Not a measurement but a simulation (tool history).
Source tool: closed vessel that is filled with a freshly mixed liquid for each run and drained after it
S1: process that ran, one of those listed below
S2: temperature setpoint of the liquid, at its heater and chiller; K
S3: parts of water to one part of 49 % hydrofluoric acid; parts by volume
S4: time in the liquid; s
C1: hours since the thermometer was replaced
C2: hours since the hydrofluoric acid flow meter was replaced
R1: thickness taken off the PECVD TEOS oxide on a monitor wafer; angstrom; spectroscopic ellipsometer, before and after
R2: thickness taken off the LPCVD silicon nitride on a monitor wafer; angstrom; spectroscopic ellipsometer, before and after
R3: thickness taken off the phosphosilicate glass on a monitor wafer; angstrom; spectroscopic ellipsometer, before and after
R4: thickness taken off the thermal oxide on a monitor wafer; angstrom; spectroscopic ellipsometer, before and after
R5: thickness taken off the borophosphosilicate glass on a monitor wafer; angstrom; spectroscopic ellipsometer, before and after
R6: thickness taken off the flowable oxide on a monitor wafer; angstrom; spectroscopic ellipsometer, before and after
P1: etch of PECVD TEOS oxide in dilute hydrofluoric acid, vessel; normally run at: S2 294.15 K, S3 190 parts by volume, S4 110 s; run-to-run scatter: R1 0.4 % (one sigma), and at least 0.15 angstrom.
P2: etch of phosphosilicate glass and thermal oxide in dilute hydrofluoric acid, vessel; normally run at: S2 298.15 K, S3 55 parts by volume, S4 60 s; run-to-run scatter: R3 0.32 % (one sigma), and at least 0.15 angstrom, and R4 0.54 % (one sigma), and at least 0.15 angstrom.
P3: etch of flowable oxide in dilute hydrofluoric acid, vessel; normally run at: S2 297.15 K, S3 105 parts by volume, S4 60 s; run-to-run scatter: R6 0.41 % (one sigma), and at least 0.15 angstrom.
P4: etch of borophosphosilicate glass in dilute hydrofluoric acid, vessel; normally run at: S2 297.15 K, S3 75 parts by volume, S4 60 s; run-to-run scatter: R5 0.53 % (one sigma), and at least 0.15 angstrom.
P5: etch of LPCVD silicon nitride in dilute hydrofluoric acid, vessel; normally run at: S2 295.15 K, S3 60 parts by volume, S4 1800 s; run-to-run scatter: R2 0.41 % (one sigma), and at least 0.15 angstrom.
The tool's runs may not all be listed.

{"run": 1, "day": 0.475, "S1": "P1", "S2": 294.15, "S3": 190, "S4": 110, "C1": 1297, "C2": 1241.5, "R1": 78.597}
{"run": 2, "day": 1.15, "S1": "P5", "S2": 295.15, "S3": 60, "S4": 1800, "C1": 1313.2, "C2": 1257.7, "R2": 125.09}
{"run": 3, "day": 1.483, "S1": "P2", "S2": 298.15, "S3": 55, "S4": 60, "C1": 1321.2, "C2": 1265.7, "R3": 1500.6, "R4": 60.63}
{"run": 4, "day": 2.142, "S1": "P4", "S2": 297.15, "S3": 75, "S4": 60, "C1": 1337, "C2": 1281.5, "R5": 543.19}
{"run": 5, "day": 2.508, "S1": "P1", "S2": 294.15, "S3": 290, "S4": 110, "C1": 1345.8, "C2": 1290.3, "R1": 47.106}
{"run": 6, "day": 2.992, "S1": "P1", "S2": 294.15, "S3": 190, "S4": 110, "C1": 1357.4, "C2": 1301.9, "R1": 78.632}
{"run": 7, "day": 3.308, "S1": "P5", "S2": 295.15, "S3": 60, "S4": 1800, "C1": 1365, "C2": 1309.5, "R2": 125.25}
{"run": 8, "day": 3.712, "S1": "P1", "S2": 290.15, "S3": 190, "S4": 110, "C1": 1374.7, "C2": 1319.2, "R1": 67.376}
{"run": 9, "day": 4.096, "S1": "P5", "S2": 301.65, "S3": 60, "S4": 1800, "C1": 1383.9, "C2": 1328.4, "R2": 192.5}
{"run": 10, "day": 4.783, "S1": "P3", "S2": 305.15, "S3": 105, "S4": 60, "C1": 1400.4, "C2": 1344.9, "R6": 276.93}
{"run": 11, "day": 5.404, "S1": "P1", "S2": 302.15, "S3": 190, "S4": 210, "C1": 1415.3, "C2": 1359.8, "R1": 201.23}
{"run": 12, "day": 5.896, "S1": "P1", "S2": 294.15, "S3": 275, "S4": 170, "C1": 1427.1, "C2": 1371.6, "R1": 77.094}
{"run": 13, "day": 6.4, "S1": "P3", "S2": 297.15, "S3": 105, "S4": 60, "C1": 1439.2, "C2": 1383.7, "R6": 201.65}
{"run": 14, "day": 6.912, "S1": "P2", "S2": 298.15, "S3": 55, "S4": 105, "C1": 1451.5, "C2": 1396, "R3": 2634.5, "R4": 107.17}
{"run": 15, "day": 7.446, "S1": "P4", "S2": 297.15, "S3": 135, "S4": 60, "C1": 1464.3, "C2": 1408.8, "R5": 281.4}
{"run": 16, "day": 7.767, "S1": "P5", "S2": 295.15, "S3": 60, "S4": 30, "C1": 1472, "C2": 1416.5, "R2": 2.2559}
{"run": 17, "day": 8.162, "S1": "P3", "S2": 297.15, "S3": 50, "S4": 60, "C1": 1481.5, "C2": 1426, "R6": 454.17}
{"run": 18, "day": 8.608, "S1": "P1", "S2": 294.15, "S3": 190, "S4": 110, "C1": 1492.2, "C2": 1436.7, "R1": 78.252}
{"run": 19, "day": 9.267, "S1": "P1", "S2": 298.65, "S3": 190, "S4": 110, "C1": 1508, "C2": 1452.5, "R1": 92.899}
{"run": 20, "day": 9.596, "S1": "P2", "S2": 298.15, "S3": 105, "S4": 60, "C1": 1515.9, "C2": 1460.4, "R3": 739.1, "R4": 29.683}
{"run": 21, "day": 10.275, "S1": "P1", "S2": 294.15, "S3": 190, "S4": 175, "C1": 1532.2, "C2": 1476.7, "R1": 124.89}
{"run": 22, "day": 10.738, "S1": "P1", "S2": 294.15, "S3": 190, "S4": 110, "C1": 1543.3, "C2": 1487.8, "R1": 77.916}
{"run": 23, "day": 11.254, "S1": "P4", "S2": 290.65, "S3": 75, "S4": 60, "C1": 1555.7, "C2": 1500.2, "R5": 420.15}
{"run": 24, "day": 11.9, "S1": "P1", "S2": 294.15, "S3": 190, "S4": 50, "C1": 1571.2, "C2": 1515.7, "R1": 35.661}
{"run": 25, "day": 12.392, "S1": "P4", "S2": 297.15, "S3": 75, "S4": 60, "C1": 1583, "C2": 1527.5, "R5": 547.62}
{"run": 26, "day": 12.925, "S1": "P1", "S2": 294.15, "S3": 190, "S4": 110, "C1": 1595.8, "C2": 1540.3, "R1": 78.233}
{"run": 27, "day": 13.321, "S1": "P1", "S2": 294.15, "S3": 190, "S4": 110, "C1": 1605.3, "C2": 1549.8, "R1": 78.095}
{"run": 28, "day": 13.967, "S1": "P3", "S2": 297.15, "S3": 105, "S4": 90, "C1": 1620.8, "C2": 1565.3, "R6": 305.06}
{"run": 29, "day": 14.296, "S1": "P4", "S2": 297.15, "S3": 75, "S4": 115, "C1": 1628.7, "C2": 1573.2, "R5": 1048.7}
{"run": 30, "day": 14.612, "S1": "P5", "S2": 295.15, "S3": 90, "S4": 1800, "C1": 1636.3, "C2": 1580.8, "R2": 84.172}
{"run": 31, "day": 15.217, "S1": "P1", "S2": 294.15, "S3": 45, "S4": 110, "C1": 1650.8, "C2": 1595.3, "R1": 391.09}
{"run": 32, "day": 15.654, "S1": "P2", "S2": 303.15, "S3": 55, "S4": 60, "C1": 1661.3, "C2": 1605.8, "R3": 1840.3, "R4": 74.852}
{"run": 33, "day": 16.058, "S1": "P1", "S2": 294.15, "S3": 190, "S4": 110, "C1": 1671, "C2": 1615.5, "R1": 78.483}
{"run": 34, "day": 16.692, "S1": "P1", "S2": 294.15, "S3": 190, "S4": 110, "C1": 1686.2, "C2": 1630.7, "R1": 80.831}
{"run": 35, "day": 17.104, "S1": "P1", "S2": 294.15, "S3": 190, "S4": 110, "C1": 1696.1, "C2": 1640.6, "R1": 82.575}
{"run": 36, "day": 17.667, "S1": "P1", "S2": 294.15, "S3": 190, "S4": 110, "C1": 1709.6, "C2": 1654.1, "R1": 82.784}
{"run": 37, "day": 18.096, "S1": "P1", "S2": 294.15, "S3": 190, "S4": 110, "C1": 1719.9, "C2": 1664.4, "R1": 84.483}
{"run": 38, "day": 18.646, "S1": "P1", "S2": 294.15, "S3": 190, "S4": 110, "C1": 1733.1, "C2": 1677.6, "R1": 84.959}
{"run": 39, "day": 19.242, "S1": "P1", "S2": 294.15, "S3": 190, "S4": 110, "C1": 1747.4, "C2": 1691.9, "R1": 85.025}
{"run": 40, "day": 19.821, "S1": "P1", "S2": 294.15, "S3": 190, "S4": 110, "C1": 1761.3, "C2": 1705.8, "R1": 85.454}
{"run": 41, "day": 20.504, "S1": "P1", "S2": 294.15, "S3": 190, "S4": 110, "C1": 1777.7, "C2": 1722.2, "R1": 85.325}

P1 has crept away from where it was. The log is fitted equally well by each of these 2 causes, at the sizes shown:
A: hydrofluoric acid flow above the setpoint (%) = 7.11
B: liquid hotter than its thermometer reads (K) = 2.15
The drift started at roughly day 16.058.

Of the 4 check runs listed below, each run on one wafer and each result written as a question mark, which would let you distinguish the listed causes because they would give clearly different results?
{"run": "check 1", "day": 21.188, "S1": "P4", "S2": 292.65, "S3": 120, "S4": 60, "R5": "?"}
{"run": "check 2", "day": 21.188, "S1": "P5", "S2": 300.65, "S3": 85, "S4": 1800, "R2": "?"}
{"run": "check 3", "day": 21.188, "S1": "P2", "S2": 302.65, "S3": 100, "S4": 60, "R3": "?", "R4": "?"}
{"run": "check 4", "day": 21.188, "S1": "P3", "S2": 303.65, "S3": 75, "S4": 60, "R6": "?"}

Predicted outcomes, by check and by cause:
check=check_1 result=R5 if_A=292.33 if_B=295.09
check=check_2 result=R2 if_A=136.84 if_B=146.65
check=check_3 result=R3 if_A=1004 if_B=1006.2
check=check_3 result=R4 if_A=40.608 if_B=40.696
check=check_4 result=R6 if_A=410.41 if_B=412.53
Per-check spread between the two closest causes, in the result where they differ most: check 1 0.94 %; check 2 6.93 %; check 3 0.21 %; check 4 0.51 %
Check 2 tells the causes apart: in the others they would give nearly the same result.

Then check 2 was run and gave: R2 146.36 angstrom. Which cause is it?

The correct cause is B, namely: liquid hotter than its thermometer reads (K).
